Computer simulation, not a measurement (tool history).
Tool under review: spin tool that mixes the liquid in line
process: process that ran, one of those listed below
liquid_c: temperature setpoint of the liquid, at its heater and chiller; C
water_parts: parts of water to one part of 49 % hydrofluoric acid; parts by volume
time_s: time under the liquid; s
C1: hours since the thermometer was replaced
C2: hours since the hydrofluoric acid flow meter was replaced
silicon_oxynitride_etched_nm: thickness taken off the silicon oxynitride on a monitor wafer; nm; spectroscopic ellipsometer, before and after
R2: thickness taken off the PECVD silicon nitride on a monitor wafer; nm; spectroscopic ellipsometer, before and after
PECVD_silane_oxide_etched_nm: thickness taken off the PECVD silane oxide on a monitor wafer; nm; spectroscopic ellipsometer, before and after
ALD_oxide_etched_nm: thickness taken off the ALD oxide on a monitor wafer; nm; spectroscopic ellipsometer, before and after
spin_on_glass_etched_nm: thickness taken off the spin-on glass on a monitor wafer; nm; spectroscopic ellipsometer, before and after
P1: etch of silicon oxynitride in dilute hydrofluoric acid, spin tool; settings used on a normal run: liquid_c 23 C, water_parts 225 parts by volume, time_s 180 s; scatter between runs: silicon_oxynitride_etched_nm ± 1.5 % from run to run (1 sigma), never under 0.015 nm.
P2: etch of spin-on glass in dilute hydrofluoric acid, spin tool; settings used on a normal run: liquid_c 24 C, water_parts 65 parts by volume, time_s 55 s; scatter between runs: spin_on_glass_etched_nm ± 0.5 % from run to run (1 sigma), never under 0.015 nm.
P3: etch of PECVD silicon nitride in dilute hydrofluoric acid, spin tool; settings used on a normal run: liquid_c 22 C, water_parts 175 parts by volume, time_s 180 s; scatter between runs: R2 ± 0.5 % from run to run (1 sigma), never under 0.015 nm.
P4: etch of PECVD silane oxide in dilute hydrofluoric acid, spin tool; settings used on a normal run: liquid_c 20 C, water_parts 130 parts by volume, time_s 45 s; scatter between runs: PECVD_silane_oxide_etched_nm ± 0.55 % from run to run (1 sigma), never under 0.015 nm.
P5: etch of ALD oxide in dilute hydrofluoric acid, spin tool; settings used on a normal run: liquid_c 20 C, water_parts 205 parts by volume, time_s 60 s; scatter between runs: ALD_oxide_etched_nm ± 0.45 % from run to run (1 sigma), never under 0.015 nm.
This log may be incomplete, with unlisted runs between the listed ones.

run 1 hour=13.2 | process=P1 liquid_c=23 water_parts=225 time_s=180 | C1=724.3 C2=1044.8 | silicon_oxynitride_etched_nm=1.4859
run 2 hour=24.3 | process=P1 liquid_c=23 water_parts=225 time_s=180 | C1=735.4 C2=1055.9 | silicon_oxynitride_etched_nm=1.4754
run 3 hour=36.4 | process=P1 liquid_c=23 water_parts=325 time_s=180 | C1=747.5 C2=1068 | silicon_oxynitride_etched_nm=0.97339
run 4 hour=49.8 | process=P3 liquid_c=22 water_parts=175 time_s=180 | C1=760.9 C2=1081.4 | R2=5.146
run 5 hour=61.7 | process=P4 liquid_c=20 water_parts=130 time_s=45 | C1=772.8 C2=1093.3 | PECVD_silane_oxide_etched_nm=6.2824
run 6 hour=77.2 | process=P1 liquid_c=23 water_parts=135 time_s=180 | C1=788.3 C2=1108.8 | silicon_oxynitride_etched_nm=2.669
run 7 hour=85.6 | process=P1 liquid_c=17 water_parts=225 time_s=180 | C1=796.7 C2=1117.2 | silicon_oxynitride_etched_nm=1.1208
run 8 hour=100 | process=P1 liquid_c=30.5 water_parts=225 time_s=70 | C1=811.1 C2=1131.6 | silicon_oxynitride_etched_nm=0.79984
run 9 hour=112 | process=P1 liquid_c=23 water_parts=225 time_s=40 | C1=823.1 C2=1143.6 | silicon_oxynitride_etched_nm=0.33524
run 10 hour=119.4 | process=P3 liquid_c=22 water_parts=25 time_s=180 | C1=830.5 C2=1151 | R2=34.206
run 11 hour=129.3 | process=P1 liquid_c=23 water_parts=225 time_s=265 | C1=840.4 C2=1160.9 | silicon_oxynitride_etched_nm=2.2302
run 12 hour=138.8 | process=P3 liquid_c=22 water_parts=175 time_s=330 | C1=849.9 C2=1170.4 | R2=9.512
run 13 hour=153.1 | process=P1 liquid_c=23 water_parts=225 time_s=180 | C1=864.2 C2=1184.7 | silicon_oxynitride_etched_nm=1.4877
run 14 hour=167.3 | process=P5 liquid_c=20 water_parts=205 time_s=20 | C1=878.4 C2=1198.9 | ALD_oxide_etched_nm=1.9808
run 15 hour=181.6 | process=P4 liquid_c=20 water_parts=130 time_s=45 | C1=892.7 C2=1213.2 | PECVD_silane_oxide_etched_nm=6.2312
run 16 hour=197.9 | process=P4 liquid_c=20 water_parts=210 time_s=45 | C1=909 C2=1229.5 | PECVD_silane_oxide_etched_nm=3.5273
run 17 hour=210.9 | process=P4 liquid_c=20 water_parts=130 time_s=65 | C1=922 C2=1242.5 | PECVD_silane_oxide_etched_nm=9.026
run 18 hour=224.9 | process=P5 liquid_c=20 water_parts=110 time_s=60 | C1=936 C2=1256.5 | ALD_oxide_etched_nm=12.128
run 19 hour=234 | process=P2 liquid_c=24 water_parts=65 time_s=55 | C1=945.1 C2=1265.6 | spin_on_glass_etched_nm=31.677
run 20 hour=245.5 | process=P3 liquid_c=22 water_parts=175 time_s=180 | C1=956.6 C2=1277.1 | R2=5.1357
run 21 hour=259.4 | process=P4 liquid_c=24.5 water_parts=130 time_s=45 | C1=970.5 C2=1291 | PECVD_silane_oxide_etched_nm=7.4095
run 22 hour=274.6 | process=P3 liquid_c=17 water_parts=175 time_s=180 | C1=985.7 C2=1306.2 | R2=3.7023
run 23 hour=287.3 | process=P2 liquid_c=24 water_parts=65 time_s=55 | C1=998.4 C2=1318.9 | spin_on_glass_etched_nm=31.874
run 24 hour=304.4 | process=P2 liquid_c=24 water_parts=105 time_s=55 | C1=1015.5 C2=1336 | spin_on_glass_etched_nm=18.774
run 25 hour=316.8 | process=P5 liquid_c=20 water_parts=205 time_s=60 | C1=1027.9 C2=1348.4 | ALD_oxide_etched_nm=5.8857
run 26 hour=324.5 | process=P2 liquid_c=24 water_parts=65 time_s=15 | C1=1035.6 C2=1356.1 | spin_on_glass_etched_nm=8.7678
run 27 hour=340.8 | process=P1 liquid_c=31 water_parts=225 time_s=180 | C1=1051.9 C2=1372.4 | silicon_oxynitride_etched_nm=2.0774
run 28 hour=356.2 | process=P5 liquid_c=17 water_parts=205 time_s=60 | C1=1067.3 C2=1387.8 | ALD_oxide_etched_nm=5.1981
run 29 hour=371.3 | process=P1 liquid_c=23 water_parts=225 time_s=180 | C1=1082.4 C2=1402.9 | silicon_oxynitride_etched_nm=1.4574
run 30 hour=385 | process=P2 liquid_c=17 water_parts=65 time_s=55 | C1=1096.1 C2=1416.6 | spin_on_glass_etched_nm=23.699
run 31 hour=392.6 | process=P1 liquid_c=23 water_parts=225 time_s=180 | C1=1103.7 C2=1424.2 | silicon_oxynitride_etched_nm=1.4748
run 32 hour=406 | process=P1 liquid_c=23 water_parts=225 time_s=180 | C1=1117.1 C2=1437.6 | silicon_oxynitride_etched_nm=1.4261
run 33 hour=413.8 | process=P1 liquid_c=23 water_parts=225 time_s=180 | C1=1124.9 C2=1445.4 | silicon_oxynitride_etched_nm=1.4201
run 34 hour=430.2 | process=P1 liquid_c=23 water_parts=225 time_s=180 | C1=1141.3 C2=1461.8 | silicon_oxynitride_etched_nm=1.4005
run 35 hour=444.3 | process=P1 liquid_c=23 water_parts=225 time_s=180 | C1=1155.4 C2=1475.9 | silicon_oxynitride_etched_nm=1.3703
run 36 hour=455 | process=P1 liquid_c=23 water_parts=225 time_s=180 | C1=1166.1 C2=1486.6 | silicon_oxynitride_etched_nm=1.3678
run 37 hour=463.8 | process=P1 liquid_c=23 water_parts=225 time_s=180 | C1=1174.9 C2=1495.4 | silicon_oxynitride_etched_nm=1.3723
run 38 hour=475.6 | process=P1 liquid_c=23 water_parts=225 time_s=180 | C1=1186.7 C2=1507.2 | silicon_oxynitride_etched_nm=1.3666

What P1 gives has crept off from where it sat before. The 2 causes that follow fit the log equally well, each at the size noted:
A: hydrofluoric acid flow below the setpoint (%) = 7.62
B: liquid colder than its thermometer reads (K) = 2.06
The gradual shift began around hour 392.6.

Of the 4 check runs listed below, each run on one wafer and each result written as a question mark, which would let you distinguish the listed causes because they would give clearly different results?
run check 1 hour=487.4 | process=P5 liquid_c=17 water_parts=205 time_s=60 | ALD_oxide_etched_nm=?
run check 2 hour=487.4 | process=P3 liquid_c=17 water_parts=120 time_s=180 | R2=?
run check 3 hour=487.4 | process=P2 liquid_c=19.5 water_parts=90 time_s=55 | spin_on_glass_etched_nm=?
run check 4 hour=487.4 | process=P4 liquid_c=20 water_parts=200 time_s=45 | PECVD_silane_oxide_etched_nm=?

What every check run would give for each of its results, assuming each possible cause in turn:
check=check_1 result=ALD_oxide_etched_nm if_A=4.7729 if_B=4.829
check=check_2 result=R2 if_A=4.9409 if_B=4.6192
check=check_3 result=spin_on_glass_etched_nm if_A=17.037 if_B=17.057
check=check_4 result=PECVD_silane_oxide_etched_nm if_A=3.4405 if_B=3.4921
Distance between the nearest two causes, measured in the result of the check that separates them most: check 1 1.17 %; check 2 6.73 %; check 3 0.12 %; check 4 1.49 %
Check 2 tells the causes apart: in the others they would give nearly the same result.

Check 2 has now been run. It gave: R2 4.9336 nm. Which of the candidate causes is it?

The cause is A: hydrofluoric acid flow below the setpoint (%).
